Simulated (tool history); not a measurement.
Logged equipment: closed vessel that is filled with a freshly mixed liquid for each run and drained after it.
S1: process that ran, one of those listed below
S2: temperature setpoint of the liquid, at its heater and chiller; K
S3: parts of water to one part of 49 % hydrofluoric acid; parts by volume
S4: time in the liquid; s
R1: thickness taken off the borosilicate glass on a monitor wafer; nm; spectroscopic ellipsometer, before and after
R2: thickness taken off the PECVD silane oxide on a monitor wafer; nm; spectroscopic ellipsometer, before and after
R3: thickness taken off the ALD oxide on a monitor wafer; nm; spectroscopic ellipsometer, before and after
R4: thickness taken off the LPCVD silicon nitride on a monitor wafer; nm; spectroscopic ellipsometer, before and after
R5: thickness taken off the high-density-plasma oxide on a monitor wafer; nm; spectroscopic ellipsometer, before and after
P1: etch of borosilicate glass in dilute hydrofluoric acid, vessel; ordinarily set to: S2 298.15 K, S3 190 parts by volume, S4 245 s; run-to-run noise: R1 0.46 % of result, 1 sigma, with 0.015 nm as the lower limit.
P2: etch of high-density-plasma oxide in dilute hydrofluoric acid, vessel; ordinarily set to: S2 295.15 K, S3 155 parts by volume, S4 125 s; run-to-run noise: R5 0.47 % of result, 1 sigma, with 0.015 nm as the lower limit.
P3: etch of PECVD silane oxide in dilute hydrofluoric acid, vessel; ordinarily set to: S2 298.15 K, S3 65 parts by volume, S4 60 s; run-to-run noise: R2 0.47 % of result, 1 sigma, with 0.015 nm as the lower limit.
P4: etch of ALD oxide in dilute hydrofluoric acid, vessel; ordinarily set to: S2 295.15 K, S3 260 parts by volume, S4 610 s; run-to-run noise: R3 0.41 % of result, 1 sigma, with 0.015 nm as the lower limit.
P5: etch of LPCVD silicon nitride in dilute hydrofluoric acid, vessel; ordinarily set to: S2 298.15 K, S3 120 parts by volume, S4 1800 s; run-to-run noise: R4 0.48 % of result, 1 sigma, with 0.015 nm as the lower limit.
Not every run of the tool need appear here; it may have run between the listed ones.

run   hour  S1      S2   S3    S4      R1      R2      R3      R4      R5
  1    2.8  P1  298.15  190   245  40.158
  2    7.9  P3  298.15   65   100          39.216
  3   11.8  P4  295.15  365   610                  12.087
  4   15.9  P5  291.65  120  1800                          5.7583
  5   19.3  P4  295.15  260   290                  8.9632
  6   25.4  P1  291.65  190   110  14.163
  7   30.9  P3  298.15   65    60          23.495
  8     34  P3  298.15   65    60          23.481
  9   39.6  P1  298.15  190   245  40.231
 10   43.5  P2  290.15  155   125                                  3.5252
 11   49.6  P5  298.15  120   540                          2.6659
 12   52.7  P4  295.15  260   610                  18.779
 13   57.9  P1  298.15  190   390  64.581
 14   62.4  P2  295.15  155   125                                  4.3243
 15   65.7  P1  304.65  190   245  50.682
 16     72  P2  295.15   25   125                                  31.333
 17   78.2  P1  298.15  315   245  21.529
 18   84.4  P1  298.15  190   105  17.338
 19   89.6  P5  298.15  120  1800                          8.8695
 20   95.1  P2  295.15  155   190                                  6.5567
 21   98.2  P1  293.15  190   245  33.748
 22  103.2  P4  295.15  260   610                  18.796
 23  107.6  P2  295.15  155   125                                   4.332
 24  111.8  P3  298.15   95    60          15.439
 25  117.2  P3  291.15   65    60          17.606
 26  123.2  P1  298.15  190   245  40.462
 27  129.1  P1  298.15  190   245  40.429
 28  134.7  P1  298.15  190   245  40.576
 29  137.5  P5  298.15  120  1800                          8.9787
 30  141.1  P1  298.15   90   245  95.758
 31  145.2  P5  298.15  205  1800                          5.2202
 32  150.9  P4  302.65  260   610                  24.457
 33    157  P1  298.15  190   245  40.529
 34    162  P1  298.15  190   245  41.508
 35  165.2  P1  298.15  190   245   41.28
 36  168.6  P1  298.15  190   245  41.666
 37  172.5  P1  298.15  190   245  41.931

What will run 38 give?
 38  178.2  P1  298.15  190  245   ?

R1: 42.459 nm

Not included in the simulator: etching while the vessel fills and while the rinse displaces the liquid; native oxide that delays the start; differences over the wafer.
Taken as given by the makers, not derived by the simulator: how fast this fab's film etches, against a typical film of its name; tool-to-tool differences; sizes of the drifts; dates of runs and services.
